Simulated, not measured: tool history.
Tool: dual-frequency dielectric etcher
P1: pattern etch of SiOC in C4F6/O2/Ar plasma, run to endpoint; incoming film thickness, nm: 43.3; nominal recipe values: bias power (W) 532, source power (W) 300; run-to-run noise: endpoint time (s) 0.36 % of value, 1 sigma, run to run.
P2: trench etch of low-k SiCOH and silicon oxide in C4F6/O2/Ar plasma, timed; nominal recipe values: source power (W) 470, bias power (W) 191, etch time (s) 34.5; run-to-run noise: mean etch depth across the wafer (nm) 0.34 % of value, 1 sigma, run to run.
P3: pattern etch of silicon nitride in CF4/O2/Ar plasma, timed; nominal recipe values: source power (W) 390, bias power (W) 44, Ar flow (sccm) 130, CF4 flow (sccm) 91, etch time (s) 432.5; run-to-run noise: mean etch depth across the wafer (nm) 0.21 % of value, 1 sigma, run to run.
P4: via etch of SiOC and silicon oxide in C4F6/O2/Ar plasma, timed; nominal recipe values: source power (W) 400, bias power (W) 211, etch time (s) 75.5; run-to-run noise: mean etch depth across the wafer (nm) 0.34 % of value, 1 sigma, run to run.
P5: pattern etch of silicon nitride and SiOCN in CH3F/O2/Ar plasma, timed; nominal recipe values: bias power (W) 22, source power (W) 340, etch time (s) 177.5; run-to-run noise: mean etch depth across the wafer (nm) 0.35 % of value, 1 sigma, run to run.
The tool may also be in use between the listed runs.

run	hour	process that ran	bias power (W)	source power (W)	etch time (s)	Ar flow (sccm)	CF4 flow (sccm)	hours since the last wet clean	hours since the last bias power generator calibration	hours since the last source power generator calibration	endpoint time (s)	mean etch depth across the wafer (nm)
1	6.9	P1	532	300				453.1	1585.7	957.7	15.332	
2	14.7	P4	211	280	75.5			460.9	1593.5	965.5		77.686
3	22.4	P3	44	390	432.5	179	91	468.6	1601.2	973.2		592.270
4	28.2	P3	44	390	432.5	130	116	474.4	1607.0	979.0		640.490
5	35.1	P3	44	390	432.5	130	91	481.3	1613.9	985.9		620.570
6	40.8	P1	532	300				487.0	1619.6	991.6	15.433	
7	45.9	P2	191	470	50.0			492.1	1624.7	996.7		176.410
8	50.5	P5	22	340	97.5			496.7	1629.3	1001.3		12.197
9	57.7	P5	13	340	177.5			503.9	1636.5	1008.5		17.671
10	61.5	P2	191	630	34.5			507.7	1640.3	1012.3		136.500
11	67.1	P4	211	400	75.5			513.3	1645.9	1017.9		88.187
12	72.8	P2	191	470	34.5			519.0	1651.6	1023.6		122.100
13	77.2	P5	22	460	177.5			523.4	1656.0	1028.0		24.722
14	84.5	P3	44	390	432.5	130	91	530.7	1663.3	1035.3		619.270
15	89.9	P4	151	400	75.5			536.1	1668.7	1040.7		79.724
16	96.9	P1	532	380				543.1	1675.7	1047.7	14.052	
# hour 97.4: bias power generator calibrated
17	102.8	P3	59	390	432.5	130	91	549.0	5.5	1053.6		696.370
18	108.5	P3	44	250	432.5	130	91	554.7	11.2	1059.3		421.850
19	112.6	P1	654	300				558.8	15.3	1063.4	14.175	
20	120.3	P5	22	340	177.5			566.5	23.0	1071.1		22.254
21	124.4	P4	211	400	41.5			570.6	27.1	1075.2		48.568
22	127.8	P1	532	300				574.0	30.5	1078.6	15.393	
23	131.5	P1	532	300				577.7	34.2	1082.3	15.443	
24	136.1	P1	685	360				582.3	38.8	1086.9	13.138	
25	143.2	P1	532	220				589.4	45.9	1094.0	17.195	
26	149.0	P1	342	300				595.2	51.7	1099.8	18.113	
27	153.5	P3	44	390	596.5	130	91	599.7	56.2	1104.3		855.180
28	157.3	P4	211	400	75.5			603.5	60.0	1108.1		88.490
29	161.3	P5	22	340	177.5			607.5	64.0	1112.1		22.393
30	165.9	P1	532	300				612.1	68.6	1116.7	15.468	
31	169.7	P2	191	470	34.5			615.9	72.4	1120.5		121.470
32	175.1	P2	250	470	34.5			621.3	77.8	1125.9		132.880
33	182.3	P1	532	300				628.5	85.0	1133.1	15.350	
34	189.7	P1	532	300				635.9	92.4	1140.5	15.501	
35	193.3	P1	532	300				639.5	96.0	1144.1	15.550	
36	200.3	P1	532	300				646.5	103.0	1151.1	15.652	
37	204.0	P1	532	300				650.2	106.7	1154.8	15.635	
38	209.8	P1	532	300				656.0	112.5	1160.6	15.639	
# hour 210.9: wet clean of the chamber
39	215.0	P1	532	300				4.2	117.7	1165.8	15.707	
40	219.8	P1	532	300				9.0	122.5	1170.6	15.722	
41	224.7	P1	532	300				13.9	127.4	1175.5	15.601	
42	230.6	P1	532	300				19.8	133.3	1181.4	15.559	

P1 no longer gives what it gave before; its output has crept away from where it was. The following 2 causes, each at its listed size, fit the log equally well:
A: bias power that arrives under what is set, % = 4.6
B: source power that arrives under what is set, % = 4.77
The onset of the drift is placed at about hour 182.3.
Every other cause this tool's parts could produce, and why it does not fit the log:
chamber walls in a state that lowers the etch rate, %: was serviced at hour 210.9, once the creep was under way, yet the earlier output never came back

4 check runs are offered, one wafer each, their results left as question marks. Which one tells the causes apart?
check 1	236.5	P3	44	390	432.5	130	111					?
check 2	236.5	P2	239	470	42.5							?
check 3	236.5	P4	211	400	41.5							?
check 4	236.5	P5	22	450	177.5							?

Predicted outcomes, by check and by cause:
check	result	if A	if B
check 1	mean etch depth across the wafer (nm)	626.400	611.090
check 2	mean etch depth across the wafer (nm)	158.830	158.310
check 3	mean etch depth across the wafer (nm)	47.903	47.752
check 4	mean etch depth across the wafer (nm)	24.046	24.134
Smallest distance between any two causes, each pair judged by its most separating result, in per cent: check 1 2.48 %; check 2 0.33 %; check 3 0.32 %; check 4 0.37 %
Only check 1 tells the causes apart: in the others they would give nearly the same result.

Then check 1 was run and gave: mean etch depth across the wafer (nm) 611.710. Which cause is it?

The correct cause is B, namely: source power that arrives under what is set, %.
